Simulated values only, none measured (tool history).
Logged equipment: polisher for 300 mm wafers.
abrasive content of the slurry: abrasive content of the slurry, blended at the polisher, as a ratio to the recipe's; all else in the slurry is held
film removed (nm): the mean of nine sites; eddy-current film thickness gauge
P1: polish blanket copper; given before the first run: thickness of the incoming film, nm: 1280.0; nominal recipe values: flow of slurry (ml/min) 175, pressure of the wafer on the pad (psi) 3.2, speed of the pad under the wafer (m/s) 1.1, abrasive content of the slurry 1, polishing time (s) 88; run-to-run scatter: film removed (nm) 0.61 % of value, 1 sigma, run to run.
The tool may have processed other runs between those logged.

| run | hour | flow of slurry (ml/min) | pressure of the wafer on the pad (psi) | speed of the pad under the wafer (m/s) | abrasive content of the slurry | polishing time (s) | wafers polished on this pad | hours since the slurry nozzle was cleaned | hours since the head pressure was calibrated | hours since the slurry blender was calibrated | film removed (nm) |
|---|---|---|---|---|---|---|---|---|---|---|---|
| 1 | 12.2 | 175 | 3.2 | 1.1 | 1 | 88 | 537 | 450.8 | 142.9 | 140.3 | 316.47 |
| 2 | 23.7 | 175 | 3.2 | 1.1 | 1 | 137 | 603 | 462.3 | 154.4 | 151.8 | 488.32 |
| 3 | 38.4 | 175 | 3.2 | 1.1 | 1 | 88 | 687 | 477 | 169.1 | 166.5 | 317.76 |
| 4 | 47.3 | 105 | 3.2 | 1.1 | 1 | 88 | 738 | 485.9 | 178 | 175.4 | 289.29 |
| 5 | 54.2 | 175 | 4.7 | 1.1 | 1 | 88 | 777 | 492.8 | 184.9 | 182.3 | 467.22 |
|  | 62.9 | head pressure recalibrated |
| 6 | 68.6 | 175 | 3.2 | 1.1 | 1 | 51 | 859 | 507.2 | 5.8 | 196.7 | 184.52 |
| 7 | 82.3 | 175 | 3.2 | 1.1 | 1 | 88 | 937 | 520.9 | 19.5 | 210.4 | 319.71 |
| 8 | 94 | 175 | 1.7 | 1.1 | 1.45 | 88 | 1004 | 532.6 | 31.2 | 222.1 | 182.77 |
| 9 | 105.3 | 175 | 3.2 | 1.7 | 1 | 88 | 1069 | 543.9 | 42.5 | 233.4 | 495.9 |
| 10 | 118.6 | 175 | 3.2 | 1.1 | 1.5 | 88 | 1144 | 557.2 | 55.8 | 246.7 | 346.89 |
| 11 | 128.1 | 175 | 2 | 1.1 | 1.25 | 88 | 1199 | 566.7 | 65.3 | 256.2 | 209.12 |
| 12 | 139.6 | 250 | 3.2 | 1.1 | 1.3 | 88 | 1264 | 578.2 | 76.8 | 267.7 | 352.8 |
| 13 | 153.6 | 175 | 3.2 | 1.1 | 0.55 | 88 | 1344 | 592.2 | 90.8 | 281.7 | 280.43 |
| 14 | 164.4 | 175 | 3.2 | 1.1 | 1 | 88 | 1406 | 603 | 101.6 | 292.5 | 317.79 |
| 15 | 172.7 | 175 | 3.2 | 1.1 | 1 | 88 | 1453 | 611.3 | 109.9 | 300.8 | 315.51 |
| 16 | 185.4 | 175 | 3.2 | 0.7 | 1 | 88 | 1526 | 624 | 122.6 | 313.5 | 204.61 |
| 17 | 193.3 | 175 | 3.2 | 1.1 | 1 | 88 | 1571 | 631.9 | 130.5 | 321.4 | 318.17 |
| 18 | 203.1 | 175 | 2.2 | 1.1 | 1 | 88 | 1627 | 641.7 | 140.3 | 331.2 | 218.34 |
| 19 | 212.6 | 245 | 3.2 | 1.1 | 1 | 88 | 1681 | 651.2 | 149.8 | 340.7 | 331.8 |
| 20 | 225.1 | 175 | 3.2 | 1.1 | 1 | 88 | 1752 | 663.7 | 162.3 | 353.2 | 314.95 |
| 21 | 237 | 175 | 3.2 | 1.1 | 1 | 88 | 1820 | 675.6 | 174.2 | 365.1 | 311.07 |
| 22 | 250.6 | 175 | 3.2 | 1.1 | 1 | 88 | 1898 | 689.2 | 187.8 | 378.7 | 306.41 |
| 23 | 262.3 | 175 | 3.2 | 1.1 | 1 | 88 | 1964 | 700.9 | 199.5 | 390.4 | 300.97 |
|  | 272.1 | slurry blender recalibrated |
| 24 | 276.4 | 175 | 3.2 | 1.1 | 1 | 88 | 2045 | 715 | 213.6 | 4.3 | 299.74 |
|  | 281 | head pressure recalibrated |
| 25 | 289.9 | 175 | 3.2 | 1.1 | 1 | 88 | 2122 | 728.5 | 9 | 17.8 | 293.37 |
| 26 | 298.2 | 175 | 3.2 | 1.1 | 1 | 88 | 2169 | 736.8 | 17.3 | 26.1 | 293.28 |

What will run 27 give?
| 27 | 310.6 | 175 | 3.2 | 1.1 | 1 | 88 | 2240 | 749.2 | 29.7 | 38.5 | ? |

{"run 27": {"film removed (nm)": 293.41}}
